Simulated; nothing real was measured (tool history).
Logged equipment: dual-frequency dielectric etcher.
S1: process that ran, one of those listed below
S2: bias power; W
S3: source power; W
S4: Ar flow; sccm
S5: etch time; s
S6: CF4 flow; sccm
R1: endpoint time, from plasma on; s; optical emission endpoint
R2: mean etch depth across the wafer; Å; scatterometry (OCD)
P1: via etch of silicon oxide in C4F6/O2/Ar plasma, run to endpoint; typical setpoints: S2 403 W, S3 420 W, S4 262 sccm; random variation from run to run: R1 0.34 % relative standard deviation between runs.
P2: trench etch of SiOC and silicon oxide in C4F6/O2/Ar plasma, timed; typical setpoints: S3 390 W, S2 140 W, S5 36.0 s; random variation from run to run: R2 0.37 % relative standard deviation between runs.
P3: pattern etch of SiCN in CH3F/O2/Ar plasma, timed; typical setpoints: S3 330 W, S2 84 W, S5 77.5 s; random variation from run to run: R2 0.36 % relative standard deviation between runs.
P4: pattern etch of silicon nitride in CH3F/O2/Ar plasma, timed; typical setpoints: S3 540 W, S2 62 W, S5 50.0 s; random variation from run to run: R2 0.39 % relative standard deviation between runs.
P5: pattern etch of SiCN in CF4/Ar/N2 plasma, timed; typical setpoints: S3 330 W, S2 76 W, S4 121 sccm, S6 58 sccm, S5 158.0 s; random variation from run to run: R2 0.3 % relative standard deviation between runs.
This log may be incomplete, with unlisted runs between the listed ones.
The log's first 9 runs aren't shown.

| run | hour | S1 | S2 | S3 | S4 | S5 | S6 | R1 | R2 |
|---|---|---|---|---|---|---|---|---|---|
| 10 | 118.8 | P3 | 84 | 240 |  | 77.5 |  |  | 258.27 |
| 11 | 130.2 | P5 | 76 | 330 | 121 | 158.0 | 38 |  | 928.26 |
| 12 | 139.3 | P3 | 59 | 330 |  | 77.5 |  |  | 255.65 |
| 13 | 152.4 | P2 | 88 | 390 |  | 36.0 |  |  | 571.41 |
| 14 | 163.4 | P2 | 140 | 290 |  | 36.0 |  |  | 583.40 |
| 15 | 177.5 | P1 | 403 | 270 | 262 |  |  | 47.884 |  |
| 16 | 193.2 | P5 | 76 | 410 | 121 | 158.0 | 58 |  | 1203.60 |
| 17 | 204.3 | P1 | 403 | 420 | 262 |  |  | 40.188 |  |
| 18 | 214.3 | P1 | 403 | 510 | 306 |  |  | 38.186 |  |
| 19 | 225.5 | P1 | 403 | 420 | 262 |  |  | 40.458 |  |
| 20 | 238.4 | P3 | 84 | 330 |  | 77.5 |  |  | 289.45 |
| 21 | 246.0 | P5 | 76 | 330 | 77 | 158.0 | 58 |  | 1064.20 |
| 22 | 254.2 | P2 | 140 | 390 |  | 51.0 |  |  | 921.79 |
| 23 | 264.7 | P1 | 403 | 420 | 262 |  |  | 40.326 |  |

What does the tool deliver on the next run?
| 24 | 275.1 | P4 | 62 | 540 |  | 50.0 |  |  | ? |

Run 24 measured R2 386.95 Å.
